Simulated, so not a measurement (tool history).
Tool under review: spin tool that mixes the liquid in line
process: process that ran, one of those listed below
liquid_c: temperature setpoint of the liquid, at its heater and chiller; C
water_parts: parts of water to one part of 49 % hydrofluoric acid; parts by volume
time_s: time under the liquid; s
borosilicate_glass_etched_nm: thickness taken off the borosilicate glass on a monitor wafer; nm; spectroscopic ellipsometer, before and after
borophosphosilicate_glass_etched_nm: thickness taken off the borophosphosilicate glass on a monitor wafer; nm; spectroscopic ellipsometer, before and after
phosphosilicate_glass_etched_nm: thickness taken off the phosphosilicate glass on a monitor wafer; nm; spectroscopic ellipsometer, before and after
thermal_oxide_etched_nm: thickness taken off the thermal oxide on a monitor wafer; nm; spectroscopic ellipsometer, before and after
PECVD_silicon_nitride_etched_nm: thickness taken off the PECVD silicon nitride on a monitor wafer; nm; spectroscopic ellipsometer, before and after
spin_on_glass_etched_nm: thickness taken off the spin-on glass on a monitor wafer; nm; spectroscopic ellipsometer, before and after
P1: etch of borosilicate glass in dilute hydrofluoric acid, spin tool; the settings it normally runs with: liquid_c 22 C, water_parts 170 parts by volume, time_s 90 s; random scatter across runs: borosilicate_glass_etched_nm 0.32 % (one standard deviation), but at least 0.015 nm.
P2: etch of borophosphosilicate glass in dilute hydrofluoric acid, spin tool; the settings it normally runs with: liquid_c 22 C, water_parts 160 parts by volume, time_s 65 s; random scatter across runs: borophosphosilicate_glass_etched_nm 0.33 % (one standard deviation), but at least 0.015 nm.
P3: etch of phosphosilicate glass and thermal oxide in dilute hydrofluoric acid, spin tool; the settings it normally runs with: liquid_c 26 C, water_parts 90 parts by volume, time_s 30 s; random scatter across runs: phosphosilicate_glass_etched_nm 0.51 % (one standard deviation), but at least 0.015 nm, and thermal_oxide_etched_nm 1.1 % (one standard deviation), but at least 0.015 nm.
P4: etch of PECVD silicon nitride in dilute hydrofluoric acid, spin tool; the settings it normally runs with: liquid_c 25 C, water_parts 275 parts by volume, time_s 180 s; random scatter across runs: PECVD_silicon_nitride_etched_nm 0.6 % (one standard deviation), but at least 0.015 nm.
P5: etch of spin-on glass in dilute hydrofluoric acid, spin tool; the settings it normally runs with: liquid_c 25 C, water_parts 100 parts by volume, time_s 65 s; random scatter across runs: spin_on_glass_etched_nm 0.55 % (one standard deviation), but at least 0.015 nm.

run,day,process,liquid_c,water_parts,time_s,borosilicate_glass_etched_nm,borophosphosilicate_glass_etched_nm,phosphosilicate_glass_etched_nm,thermal_oxide_etched_nm,PECVD_silicon_nitride_etched_nm,spin_on_glass_etched_nm
1,0.358,P1,22,170,90,8.1824,,,,,
2,0.617,P2,22,160,65,,16.087,,,,
3,0.975,P3,26,140,30,,,14.508,1.02,,
4,1.367,P2,22,255,65,,9.0767,,,,
5,1.567,P1,17,170,90,6.689,,,,,
6,1.954,P1,22,170,90,8.1388,,,,,
7,2.217,P4,33,275,180,,,,,5.6375,
8,2.575,P4,25,275,35,,,,,0.69433,
9,2.8,P5,25,100,120,,,,,,60.947
10,3.125,P1,22,170,50,4.5687,,,,,
11,3.367,P2,22,160,120,,29.67,,,,
12,3.671,P3,26,90,30,,,23.947,1.7014,,
13,3.912,P4,25,275,180,,,,,3.4524,
14,4.1,P1,22,255,90,4.9725,,,,,
15,4.483,P1,22,170,90,8.1626,,,,,
16,4.754,P5,25,145,65,,,,,,21.669
17,5.033,P1,26,170,90,9.5909,,,,,
18,5.312,P4,25,135,180,,,,,7.1332,
19,5.488,P1,25.5,170,40,4.1634,,,,,
20,5.725,P1,22,170,90,8.1547,,,,,
21,6.038,P1,22,170,90,8.2366,,,,,
22,6.317,P3,21,90,30,,,19.559,1.3658,,
23,6.679,P1,22,70,90,22.146,,,,,
24,7.004,P3,26,90,15,,,11.876,0.87802,,
25,7.238,P5,25,100,65,,,,,,32.673
26,7.633,P5,30.5,100,65,,,,,,40.591
27,7.975,P1,22,170,90,8.1448,,,,,
28,8.221,P2,28,160,65,,19.898,,,,
29,8.508,P1,22,170,145,13.165,,,,,
30,8.779,P1,22,170,90,8.1896,,,,,
31,9.008,P1,22,170,90,7.918,,,,,
32,9.404,P1,22,170,90,7.7841,,,,,
33,9.617,P1,22,170,90,7.6286,,,,,
34,9.992,P1,22,170,90,7.6121,,,,,
35,10.383,P1,22,170,90,7.6406,,,,,
36,10.654,P1,22,170,90,7.562,,,,,
37,10.938,P1,22,170,90,7.5226,,,,,

P1 has crept away from where it was. The log is fitted equally well by each of these 2 causes, at the sizes shown:
A: hydrofluoric acid flow below the setpoint (%) = 6.32
B: liquid colder than its thermometer reads (K) = 1.99
The process output started creeping at around day 8.779.

The list below offers 4 check runs, each averaging the results of 2 wafers, and shows each result as a question mark. For which of them would the listed causes give clearly different results?
check 1,11.221,P2,26.5,160,100,,?,,,,
check 2,11.221,P4,32,275,115,,,,,?,
check 3,11.221,P3,26,130,30,,,?,?,,
check 4,11.221,P5,28.5,100,110,,,,,,?

How each check would come out, cause by cause:
check,result,if A,if B
check 1,borophosphosilicate_glass_etched_nm,26.953,27.052
check 2,PECVD_silicon_nitride_etched_nm,3.1675,3.0239
check 3,phosphosilicate_glass_etched_nm,14.633,14.627
check 3,thermal_oxide_etched_nm,1.0366,1.0362
check 4,spin_on_glass_etched_nm,59.284,59.173
Smallest distance between any two causes, each pair judged by its most separating result, in per cent: check 1 0.37 %; check 2 4.64 %; check 3 0.04 %; check 4 0.19 %
Check 2 distinguishes between the causes, while the remaining checks would return nearly the same result for all of them.

With check 2 done, the readings were: PECVD_silicon_nitride_etched_nm 3.1799 nm. Identify which of the listed causes applies.

A is the cause: hydrofluoric acid flow below the setpoint (%).
